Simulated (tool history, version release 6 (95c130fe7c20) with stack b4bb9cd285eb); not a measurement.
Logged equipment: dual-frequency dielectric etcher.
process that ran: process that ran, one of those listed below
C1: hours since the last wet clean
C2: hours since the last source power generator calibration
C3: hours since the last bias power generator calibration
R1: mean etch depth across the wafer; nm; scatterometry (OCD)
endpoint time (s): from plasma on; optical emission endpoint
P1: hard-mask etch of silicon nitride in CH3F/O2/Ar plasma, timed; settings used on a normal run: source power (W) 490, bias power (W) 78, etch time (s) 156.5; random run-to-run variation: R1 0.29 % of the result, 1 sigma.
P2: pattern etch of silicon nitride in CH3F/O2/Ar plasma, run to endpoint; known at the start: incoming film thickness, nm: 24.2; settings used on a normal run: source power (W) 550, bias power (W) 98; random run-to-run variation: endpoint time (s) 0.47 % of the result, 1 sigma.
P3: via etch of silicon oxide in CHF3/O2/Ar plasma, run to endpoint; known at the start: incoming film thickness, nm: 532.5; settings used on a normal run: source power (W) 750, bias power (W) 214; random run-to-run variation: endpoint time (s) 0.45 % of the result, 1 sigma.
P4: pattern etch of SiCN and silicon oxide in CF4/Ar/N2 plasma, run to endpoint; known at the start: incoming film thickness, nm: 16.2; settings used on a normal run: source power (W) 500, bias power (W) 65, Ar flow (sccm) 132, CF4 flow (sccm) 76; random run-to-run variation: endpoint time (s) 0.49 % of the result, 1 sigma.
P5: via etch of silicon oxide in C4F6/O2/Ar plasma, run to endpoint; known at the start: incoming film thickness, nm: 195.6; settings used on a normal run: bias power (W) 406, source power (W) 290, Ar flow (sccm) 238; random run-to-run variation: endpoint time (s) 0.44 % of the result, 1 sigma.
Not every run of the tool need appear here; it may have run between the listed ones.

run 1 hour=8.4 | process_that_ran=P1 source_power_(W)=490 bias_power_(W)=78 etch_time_(s)=156.5 | C1=124.6 C2=696.0 C3=295.0 | R1=119.760
run 2 hour=16.2 | process_that_ran=P1 source_power_(W)=490 bias_power_(W)=78 etch_time_(s)=156.5 | C1=132.4 C2=703.8 C3=302.8 | R1=120.670
run 3 hour=25.9 | process_that_ran=P2 source_power_(W)=450 bias_power_(W)=98 | C1=142.1 C2=713.5 C3=312.5 | endpoint_time_(s)=30.332
run 4 hour=33.7 | process_that_ran=P2 source_power_(W)=550 bias_power_(W)=98 | C1=149.9 C2=721.3 C3=320.3 | endpoint_time_(s)=27.938
run 5 hour=40.0 | process_that_ran=P5 source_power_(W)=360 bias_power_(W)=406 Ar_flow_(sccm)=238 | C1=156.2 C2=727.6 C3=326.6 | endpoint_time_(s)=46.153
run 6 hour=48.2 | process_that_ran=P1 source_power_(W)=490 bias_power_(W)=78 etch_time_(s)=156.5 | C1=164.4 C2=735.8 C3=334.8 | R1=120.810
run 7 hour=57.9 | process_that_ran=P3 source_power_(W)=1000 bias_power_(W)=214 | C1=174.1 C2=745.5 C3=344.5 | endpoint_time_(s)=205.550
run 8 hour=68.1 | process_that_ran=P1 source_power_(W)=340 bias_power_(W)=78 etch_time_(s)=95.5 | C1=184.3 C2=755.7 C3=354.7 | R1=63.795
run 9 hour=75.1 | process_that_ran=P1 source_power_(W)=620 bias_power_(W)=78 etch_time_(s)=156.5 | C1=191.3 C2=762.7 C3=361.7 | R1=131.070
run 10 hour=80.5 | process_that_ran=P5 source_power_(W)=290 bias_power_(W)=521 Ar_flow_(sccm)=238 | C1=196.7 C2=768.1 C3=367.1 | endpoint_time_(s)=45.439
run 11 hour=91.0 | process_that_ran=P1 source_power_(W)=490 bias_power_(W)=57 etch_time_(s)=156.5 | C1=207.2 C2=778.6 C3=377.6 | R1=108.500
run 12 hour=97.7 | process_that_ran=P4 source_power_(W)=500 bias_power_(W)=65 Ar_flow_(sccm)=132 CF4_flow_(sccm)=76 | C1=213.9 C2=785.3 C3=384.3 | endpoint_time_(s)=18.111
run 13 hour=106.1 | process_that_ran=P4 source_power_(W)=500 bias_power_(W)=91 Ar_flow_(sccm)=132 CF4_flow_(sccm)=76 | C1=222.3 C2=793.7 C3=392.7 | endpoint_time_(s)=16.153
run 14 hour=112.9 | process_that_ran=P1 source_power_(W)=490 bias_power_(W)=96 etch_time_(s)=156.5 | C1=229.1 C2=800.5 C3=399.5 | R1=128.880
run 15 hour=122.8 | process_that_ran=P5 source_power_(W)=290 bias_power_(W)=406 Ar_flow_(sccm)=238 | C1=239.0 C2=810.4 C3=409.4 | endpoint_time_(s)=49.906
run 16 hour=134.0 | process_that_ran=P1 source_power_(W)=390 bias_power_(W)=78 etch_time_(s)=156.5 | C1=250.2 C2=821.6 C3=420.6 | R1=110.460
run 17 hour=142.4 | process_that_ran=P1 source_power_(W)=490 bias_power_(W)=78 etch_time_(s)=156.5 | C1=258.6 C2=830.0 C3=429.0 | R1=120.170
run 18 hour=153.5 | process_that_ran=P3 source_power_(W)=750 bias_power_(W)=132 | C1=269.7 C2=841.1 C3=440.1 | endpoint_time_(s)=269.640
run 19 hour=162.5 | process_that_ran=P1 source_power_(W)=490 bias_power_(W)=78 etch_time_(s)=221.0 | C1=278.7 C2=850.1 C3=449.1 | R1=169.490
run 20 hour=169.2 | process_that_ran=P1 source_power_(W)=340 bias_power_(W)=110 etch_time_(s)=156.5 | C1=285.4 C2=856.8 C3=455.8 | R1=118.300
run 21 hour=179.5 | process_that_ran=P5 source_power_(W)=290 bias_power_(W)=406 Ar_flow_(sccm)=141 | C1=295.7 C2=867.1 C3=466.1 | endpoint_time_(s)=46.824
run 22 hour=187.6 | process_that_ran=P1 source_power_(W)=490 bias_power_(W)=78 etch_time_(s)=96.5 | C1=303.8 C2=875.2 C3=474.2 | R1=73.911
run 23 hour=199.3 | process_that_ran=P1 source_power_(W)=490 bias_power_(W)=78 etch_time_(s)=156.5 | C1=315.5 C2=886.9 C3=485.9 | R1=119.810
run 24 hour=204.8 | process_that_ran=P1 source_power_(W)=490 bias_power_(W)=57 etch_time_(s)=116.0 | C1=321.0 C2=892.4 C3=491.4 | R1=79.835
run 25 hour=210.4 | process_that_ran=P2 source_power_(W)=550 bias_power_(W)=126 | C1=326.6 C2=898.0 C3=497.0 | endpoint_time_(s)=25.752
run 26 hour=216.1 | process_that_ran=P1 source_power_(W)=490 bias_power_(W)=78 etch_time_(s)=156.5 | C1=332.3 C2=903.7 C3=502.7 | R1=120.320
run 27 hour=225.6 | process_that_ran=P5 source_power_(W)=290 bias_power_(W)=406 Ar_flow_(sccm)=238 | C1=341.8 C2=913.2 C3=512.2 | endpoint_time_(s)=50.209
run 28 hour=234.3 | process_that_ran=P4 source_power_(W)=500 bias_power_(W)=65 Ar_flow_(sccm)=132 CF4_flow_(sccm)=76 | C1=350.5 C2=921.9 C3=520.9 | endpoint_time_(s)=18.158
run 29 hour=241.2 | process_that_ran=P3 source_power_(W)=750 bias_power_(W)=214 | C1=357.4 C2=928.8 C3=527.8 | endpoint_time_(s)=228.340
run 30 hour=248.6 | process_that_ran=P4 source_power_(W)=500 bias_power_(W)=65 Ar_flow_(sccm)=166 CF4_flow_(sccm)=76 | C1=364.8 C2=936.2 C3=535.2 | endpoint_time_(s)=18.794
run 31 hour=258.5 | process_that_ran=P4 source_power_(W)=320 bias_power_(W)=65 Ar_flow_(sccm)=132 CF4_flow_(sccm)=76 | C1=374.7 C2=946.1 C3=545.1 | endpoint_time_(s)=26.856
run 32 hour=266.8 | process_that_ran=P4 source_power_(W)=500 bias_power_(W)=65 Ar_flow_(sccm)=132 CF4_flow_(sccm)=60 | C1=383.0 C2=954.4 C3=553.4 | endpoint_time_(s)=18.773
run 33 hour=275.0 | process_that_ran=P1 source_power_(W)=490 bias_power_(W)=78 etch_time_(s)=156.5 | C1=391.2 C2=962.6 C3=561.6 | R1=120.150
run 34 hour=282.7 | process_that_ran=P1 source_power_(W)=490 bias_power_(W)=78 etch_time_(s)=156.5 | C1=398.9 C2=970.3 C3=569.3 | R1=118.970
run 35 hour=291.8 | process_that_ran=P1 source_power_(W)=490 bias_power_(W)=78 etch_time_(s)=156.5 | C1=408.0 C2=979.4 C3=578.4 | R1=118.690
-- hour=298.1 wet clean of the chamber
run 36 hour=300.4 | process_that_ran=P1 source_power_(W)=490 bias_power_(W)=78 etch_time_(s)=156.5 | C1=2.3 C2=988.0 C3=587.0 | R1=118.080
run 37 hour=306.5 | process_that_ran=P1 source_power_(W)=490 bias_power_(W)=78 etch_time_(s)=156.5 | C1=8.4 C2=994.1 C3=593.1 | R1=117.890
run 38 hour=312.6 | process_that_ran=P1 source_power_(W)=490 bias_power_(W)=78 etch_time_(s)=156.5 | C1=14.5 C2=1000.2 C3=599.2 | R1=118.020
run 39 hour=319.4 | process_that_ran=P1 source_power_(W)=490 bias_power_(W)=78 etch_time_(s)=156.5 | C1=21.3 C2=1007.0 C3=606.0 | R1=118.160
run 40 hour=326.7 | process_that_ran=P1 source_power_(W)=490 bias_power_(W)=78 etch_time_(s)=156.5 | C1=28.6 C2=1014.3 C3=613.3 | R1=118.350
run 41 hour=332.4 | process_that_ran=P1 source_power_(W)=490 bias_power_(W)=78 etch_time_(s)=156.5 | C1=34.3 C2=1020.0 C3=619.0 | R1=117.410

What P1 gives has crept off from where it sat before. The 2 causes that follow fit the log equally well, each at the size noted:
A: bias power that arrives under what is set, % = 4.49
B: source power that arrives under what is set, % = 4.07
At approximately hour 275.0, the process output began to creep.
Ruled out, with reasons:
chamber walls in a state that lowers the etch rate, %: serviced at hour 298.1, after the change had begun; the process did not return to its earlier output

Which of the check runs below tells the causes apart, meaning the causes would give it clearly different results? Each run uses 3 wafers whose results are averaged, and each result is shown as a question mark.
run check 1 hour=338.1 | process_that_ran=P5 source_power_(W)=290 bias_power_(W)=406 Ar_flow_(sccm)=238 | endpoint_time_(s)=?
run check 2 hour=338.1 | process_that_ran=P2 source_power_(W)=550 bias_power_(W)=98 | endpoint_time_(s)=?
run check 3 hour=338.1 | process_that_ran=P3 source_power_(W)=750 bias_power_(W)=214 | endpoint_time_(s)=?
run check 4 hour=338.1 | process_that_ran=P4 source_power_(W)=500 bias_power_(W)=65 Ar_flow_(sccm)=132 CF4_flow_(sccm)=76 | endpoint_time_(s)=?

What every check run would give for each of its results, assuming each possible cause in turn:
check=check_1 result=endpoint_time_(s) if_A=50.870 if_B=50.793
check=check_2 result=endpoint_time_(s) if_A=28.548 if_B=28.526
check=check_3 result=endpoint_time_(s) if_A=232.720 if_B=232.750
check=check_4 result=endpoint_time_(s) if_A=18.424 if_B=18.819
Distance between the nearest two causes, measured in the result of the check that separates them most: check 1 0.15 %; check 2 0.08 %; check 3 0.01 %; check 4 2.12 %
Only check 4 tells the causes apart: in the others they would give nearly the same result.

Here is what check 4 returned: endpoint time (s) 18.424. Which cause is it?

The correct cause is A, namely: bias power that arrives under what is set, %.

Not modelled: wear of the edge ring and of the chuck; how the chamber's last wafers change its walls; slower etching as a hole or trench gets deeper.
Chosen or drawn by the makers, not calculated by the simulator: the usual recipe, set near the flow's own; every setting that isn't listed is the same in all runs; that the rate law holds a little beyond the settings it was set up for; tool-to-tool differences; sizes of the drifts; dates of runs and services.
